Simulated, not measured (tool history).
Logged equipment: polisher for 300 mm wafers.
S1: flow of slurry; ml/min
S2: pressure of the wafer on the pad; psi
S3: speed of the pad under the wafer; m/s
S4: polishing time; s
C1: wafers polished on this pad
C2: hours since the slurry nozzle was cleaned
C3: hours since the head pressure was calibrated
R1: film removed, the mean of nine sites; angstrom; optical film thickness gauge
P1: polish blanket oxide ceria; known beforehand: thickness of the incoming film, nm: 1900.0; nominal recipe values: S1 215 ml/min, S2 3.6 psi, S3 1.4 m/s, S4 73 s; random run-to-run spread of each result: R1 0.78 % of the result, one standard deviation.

| run | hour | S1 | S2 | S3 | S4 | C1 | C2 | C3 | R1 |
|---|---|---|---|---|---|---|---|---|---|
| 1 | 9.8 | 215 | 3.6 | 1.4 | 73 | 494 | 265.3 | 850.9 | 4416.4 |
| 2 | 19.7 | 215 | 4.9 | 1.4 | 73 | 581 | 275.2 | 860.8 | 6122.9 |
| 3 | 28.1 | 340 | 3.6 | 1.4 | 73 | 655 | 283.6 | 869.2 | 4638.2 |
| 4 | 33 | 215 | 3.6 | 1.4 | 73 | 698 | 288.5 | 874.1 | 4461.3 |
|  | 34 | worn pad replaced by a new one |
| 5 | 42.8 | 295 | 5.5 | 1.4 | 73 | 77 | 298.3 | 883.9 | 7154.9 |
| 6 | 49.2 | 215 | 3.6 | 0.84 | 73 | 134 | 304.7 | 890.3 | 2679.7 |
| 7 | 54.5 | 295 | 3.6 | 1.06 | 73 | 180 | 310 | 895.6 | 3497.4 |
| 8 | 59.9 | 150 | 3.6 | 1.76 | 73 | 228 | 315.4 | 901 | 5319 |
| 9 | 70 | 215 | 3.6 | 2.2 | 73 | 317 | 325.5 | 911.1 | 7045.6 |
| 10 | 77.8 | 215 | 1.6 | 1.4 | 73 | 386 | 333.3 | 918.9 | 2002.5 |
| 11 | 82.9 | 215 | 3.6 | 1.4 | 73 | 431 | 338.4 | 924 | 4491.1 |
| 12 | 93.4 | 215 | 3.6 | 1.4 | 33 | 523 | 348.9 | 934.5 | 2000.9 |
| 13 | 101 | 215 | 3.6 | 1.4 | 96 | 590 | 356.5 | 942.1 | 5894.2 |
| 14 | 106.6 | 215 | 3.6 | 1.4 | 73 | 640 | 362.1 | 947.7 | 4471 |
| 15 | 114 | 215 | 3.6 | 1.4 | 73 | 705 | 369.5 | 955.1 | 4463.6 |
| 16 | 121.1 | 215 | 3.6 | 1.4 | 73 | 768 | 376.6 | 962.2 | 4517.1 |
| 17 | 128 | 130 | 3.6 | 1.4 | 73 | 829 | 383.5 | 969.1 | 4160.8 |
| 18 | 137.9 | 215 | 3.6 | 1.4 | 73 | 916 | 393.4 | 979 | 4437 |

What will run 19 give?
| 19 | 142.4 | 215 | 3.6 | 1.4 | 73 | 956 | 397.9 | 983.5 | ? |

R1: 4469.8 angstrom
